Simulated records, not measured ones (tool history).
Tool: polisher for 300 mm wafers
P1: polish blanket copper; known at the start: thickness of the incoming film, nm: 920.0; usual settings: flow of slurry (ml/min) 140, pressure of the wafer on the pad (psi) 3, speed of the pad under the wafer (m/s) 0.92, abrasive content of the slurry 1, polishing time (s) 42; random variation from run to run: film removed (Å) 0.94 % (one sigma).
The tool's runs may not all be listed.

run	day	flow of slurry (ml/min)	pressure of the wafer on the pad (psi)	speed of the pad under the wafer (m/s)	abrasive content of the slurry	polishing time (s)	film removed (Å)
1	0.329	140	3	0.92	1	42	1153.3
2	0.667	220	3	0.92	1	42	1214.5
3	1.179	140	3	0.92	1	57	1516.4
4	1.588	140	3	0.92	1.5	42	1221.2
5	2.117	140	3	0.92	0.55	42	999.7
6	2.496	140	3	0.68	1	42	847.77
7	3.067	140	3	0.92	1	42	1143.7
8	3.533	140	1.4	0.92	1	42	518.42
9	4.05	140	3	0.92	1	42	1149.5
10	4.567	140	3	0.92	1	19	513.5
11	5.017	140	3	0.92	1	42	1132.7
12	5.329	140	4	0.92	1	42	1510.4
13	5.767	140	3	0.92	1	42	1145
14	6.221	140	3	0.92	1	42	1111.4
15	6.542	190	3	0.92	0.55	42	1040
16	6.833	140	3	0.92	1	42	1138.9
17	7.371	85	3	0.92	1	42	1005.4
18	7.738	140	3	1.34	1	42	1648.9
19	8.112	140	3	0.92	1	42	1123.5
20	8.442	140	3	0.92	1	42	1102.5
21	9.05	140	3	0.92	1	42	1081
22	9.654	140	3	0.92	1	42	1025.7
# day 9.796: slurry blender recalibrated
23	10.238	140	3	0.92	1	42	1020.6
# day 10.492: worn pad replaced by a new one
24	10.738	140	3	0.92	1	42	1011.6
25	11.333	140	3	0.92	1	42	1033.9
26	11.758	140	3	0.92	1	42	1024

What P1 gives has crept away from where it was. These 2 causes fit the log equally well, each at the size given:
A: head's pressure below its setpoint, % = 10.4
B: slurry flow missing at the pad, % = 38.1
The creep began at about day 8.112.
Why every other cause is out:
removal rate lost through wear of the pad, %: serviced at day 10.492, which brought nothing back
abrasive missing from the slurry, %: serviced at day 9.796, which brought nothing back

4 check runs are offered, each on 2 wafers whose results are averaged, their results left as question marks. Which one tells the causes apart?
check 1	12.183	140	3	0.92	1.25	42	?
check 2	12.183	140	3	0.92	1	33	?
check 3	12.183	140	2	0.92	1	42	?
check 4	12.183	90	3	0.92	1	42	?

What each check would give under each cause:
check	result	if A	if B
check 1	film removed (Å)	1061.9	1061.2
check 2	film removed (Å)	794.93	794.34
check 3	film removed (Å)	674.48	673.99
check 4	film removed (Å)	915.42	869.22
How far apart the two closest causes lie, in the result that separates them most: check 1 0.07 %; check 2 0.07 %; check 3 0.07 %; check 4 5.18 %
Only check 4 tells the causes apart: in the others they would give nearly the same result.

Then check 4 was run and gave: film removed (Å) 873.48. Which cause is it?

It is B: slurry flow missing at the pad, %.
